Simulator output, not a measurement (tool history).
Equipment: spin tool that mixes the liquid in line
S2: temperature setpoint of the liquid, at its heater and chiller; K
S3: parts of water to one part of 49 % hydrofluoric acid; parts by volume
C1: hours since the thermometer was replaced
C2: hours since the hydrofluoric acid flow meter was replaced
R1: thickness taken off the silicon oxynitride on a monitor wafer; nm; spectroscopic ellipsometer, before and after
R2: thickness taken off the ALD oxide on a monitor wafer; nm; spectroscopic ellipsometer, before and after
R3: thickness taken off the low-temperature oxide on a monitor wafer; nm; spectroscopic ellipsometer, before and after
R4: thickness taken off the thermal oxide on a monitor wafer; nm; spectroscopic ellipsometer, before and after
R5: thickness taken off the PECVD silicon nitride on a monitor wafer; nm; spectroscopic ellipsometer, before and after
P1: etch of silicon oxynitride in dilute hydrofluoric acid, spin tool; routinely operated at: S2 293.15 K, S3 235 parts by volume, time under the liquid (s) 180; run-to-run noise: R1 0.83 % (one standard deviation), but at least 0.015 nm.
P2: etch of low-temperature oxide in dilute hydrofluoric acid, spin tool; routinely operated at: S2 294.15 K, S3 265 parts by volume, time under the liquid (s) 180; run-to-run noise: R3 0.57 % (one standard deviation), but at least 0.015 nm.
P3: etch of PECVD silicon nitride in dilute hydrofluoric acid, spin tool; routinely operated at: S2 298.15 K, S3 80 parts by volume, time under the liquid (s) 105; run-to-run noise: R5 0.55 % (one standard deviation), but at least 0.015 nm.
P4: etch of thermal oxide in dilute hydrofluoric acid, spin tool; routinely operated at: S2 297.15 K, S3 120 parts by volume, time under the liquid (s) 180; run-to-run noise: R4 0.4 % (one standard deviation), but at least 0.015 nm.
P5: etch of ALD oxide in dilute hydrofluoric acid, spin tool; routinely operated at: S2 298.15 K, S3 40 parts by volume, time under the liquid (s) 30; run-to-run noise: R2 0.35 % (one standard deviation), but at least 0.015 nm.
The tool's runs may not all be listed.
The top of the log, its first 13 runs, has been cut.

{"run": 14, "hour": 79.3, "process that ran": "P1", "S2": 293.15, "S3": 235, "time under the liquid (s)": 180, "C1": 589.6, "C2": 319.6, "R1": 2.6771}
{"run": 15, "hour": 86.9, "process that ran": "P2", "S2": 294.15, "S3": 265, "time under the liquid (s)": 180, "C1": 597.2, "C2": 327.2, "R3": 5.3675}
{"run": 16, "hour": 94.2, "process that ran": "P3", "S2": 298.15, "S3": 80, "time under the liquid (s)": 25, "C1": 604.5, "C2": 334.5, "R5": 1.5055}
{"run": 17, "hour": 99.1, "process that ran": "P3", "S2": 298.15, "S3": 120, "time under the liquid (s)": 105, "C1": 609.4, "C2": 339.4, "R5": 4.2166}
{"run": 18, "hour": 102.7, "process that ran": "P2", "S2": 294.15, "S3": 55, "time under the liquid (s)": 180, "C1": 613.0, "C2": 343.0, "R3": 32.418}
{"run": 19, "hour": 109.9, "process that ran": "P2", "S2": 294.15, "S3": 265, "time under the liquid (s)": 335, "C1": 620.2, "C2": 350.2, "R3": 10.025}
{"run": 20, "hour": 114.9, "process that ran": "P5", "S2": 293.15, "S3": 40, "time under the liquid (s)": 30, "C1": 625.2, "C2": 355.2, "R2": 9.4383}
{"run": 21, "hour": 121.1, "process that ran": "P3", "S2": 291.15, "S3": 80, "time under the liquid (s)": 105, "C1": 631.4, "C2": 361.4, "R5": 3.9664}
{"run": 22, "hour": 128.9, "process that ran": "P5", "S2": 298.15, "S3": 40, "time under the liquid (s)": 45, "C1": 639.2, "C2": 369.2, "R2": 17.451}
{"run": 23, "hour": 134.7, "process that ran": "P4", "S2": 297.15, "S3": 120, "time under the liquid (s)": 60, "C1": 645.0, "C2": 375.0, "R4": 2.5257}
{"run": 24, "hour": 142.1, "process that ran": "P1", "S2": 293.15, "S3": 235, "time under the liquid (s)": 85, "C1": 652.4, "C2": 382.4, "R1": 1.2663}
{"run": 25, "hour": 145.9, "process that ran": "P1", "S2": 293.15, "S3": 235, "time under the liquid (s)": 180, "C1": 656.2, "C2": 386.2, "R1": 2.6822}
{"run": 26, "hour": 153.9, "process that ran": "P1", "S2": 293.15, "S3": 235, "time under the liquid (s)": 180, "C1": 664.2, "C2": 394.2, "R1": 2.7246}

The next listed run, before its measurement:
{"run": 27, "hour": 161.7, "process that ran": "P4", "S2": 297.15, "S3": 120, "time under the liquid (s)": 180, "C1": 672.0, "C2": 402.0, "R4": "?"}

R4: 7.4871 nm
